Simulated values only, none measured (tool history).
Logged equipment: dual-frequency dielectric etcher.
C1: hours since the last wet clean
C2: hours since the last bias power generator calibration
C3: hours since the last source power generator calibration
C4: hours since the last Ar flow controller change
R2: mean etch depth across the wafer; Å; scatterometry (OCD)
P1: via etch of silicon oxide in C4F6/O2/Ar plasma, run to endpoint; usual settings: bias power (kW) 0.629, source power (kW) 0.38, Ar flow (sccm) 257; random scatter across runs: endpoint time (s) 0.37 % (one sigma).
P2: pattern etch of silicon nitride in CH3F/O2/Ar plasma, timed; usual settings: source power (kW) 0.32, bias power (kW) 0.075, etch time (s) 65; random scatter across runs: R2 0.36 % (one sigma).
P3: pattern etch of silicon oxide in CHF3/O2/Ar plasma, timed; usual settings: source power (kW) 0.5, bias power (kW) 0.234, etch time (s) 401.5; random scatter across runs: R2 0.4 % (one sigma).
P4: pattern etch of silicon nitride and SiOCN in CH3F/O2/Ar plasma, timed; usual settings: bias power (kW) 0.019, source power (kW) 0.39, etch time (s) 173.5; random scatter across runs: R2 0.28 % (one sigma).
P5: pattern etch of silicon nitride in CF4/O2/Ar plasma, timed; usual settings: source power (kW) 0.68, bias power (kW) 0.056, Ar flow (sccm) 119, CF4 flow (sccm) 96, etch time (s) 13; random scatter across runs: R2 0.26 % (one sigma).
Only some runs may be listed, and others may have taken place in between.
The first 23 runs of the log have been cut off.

Run 24, hour 299.2: process that ran P5, bias power (kW) 0.056, source power (kW) 0.68, Ar flow (sccm) 92, CF4 flow (sccm) 96, etch time (s) 13; C1 194.4; C2 2741.2; C3 1979.6; C4 160.3. Result: R2 335.14 Å.
Run 25, hour 307.7: process that ran P4, bias power (kW) 0.019, source power (kW) 0.39, etch time (s) 173.5; C1 202.9; C2 2749.7; C3 1988.1; C4 168.8. Result: R2 216.91 Å.
At hour 316.6: source power generator calibrated.
Run 26, hour 319: process that ran P2, bias power (kW) 0.075, source power (kW) 0.32, etch time (s) 83; C1 214.2; C2 2761; C3 2.5; C4 180.1. Result: R2 531.08 Å.
Run 27, hour 332: process that ran P5, bias power (kW) 0.056, source power (kW) 0.68, Ar flow (sccm) 119, CF4 flow (sccm) 124, etch time (s) 13; C1 227.2; C2 2774; C3 15.5; C4 193.1. Result: R2 336.11 Å.
Run 28, hour 342.9: process that ran P3, bias power (kW) 0.234, source power (kW) 0.5, etch time (s) 544.5; C1 238.1; C2 2784.9; C3 26.4; C4 204. Result: R2 10995 Å.
Run 29, hour 359.2: process that ran P3, bias power (kW) 0.234, source power (kW) 0.5, etch time (s) 401.5; C1 254.4; C2 2801.2; C3 42.7; C4 220.3. Result: R2 8108.2 Å.
Run 30, hour 369: process that ran P1, bias power (kW) 0.629, source power (kW) 0.38, Ar flow (sccm) 257; C1 264.2; C2 2811; C3 52.5; C4 230.1. Result: endpoint time (s) 21.426.
Run 31, hour 376.7: process that ran P1, bias power (kW) 0.629, source power (kW) 0.38, Ar flow (sccm) 257; C1 271.9; C2 2818.7; C3 60.2; C4 237.8. Result: endpoint time (s) 21.27.
Run 32, hour 385.7: process that ran P2, bias power (kW) 0.075, source power (kW) 0.32, etch time (s) 65; C1 280.9; C2 2827.7; C3 69.2; C4 246.8. Result: R2 414.81 Å.

Forecast run 33:
Run 33, hour 402.1: process that ran P3, bias power (kW) 0.234, source power (kW) 0.62, etch time (s) 401.5; C1 297.3; C2 2844.1; C3 85.6; C4 263.2. Result: R2 ?.

{"run 33": {"R2": 8697.5}}
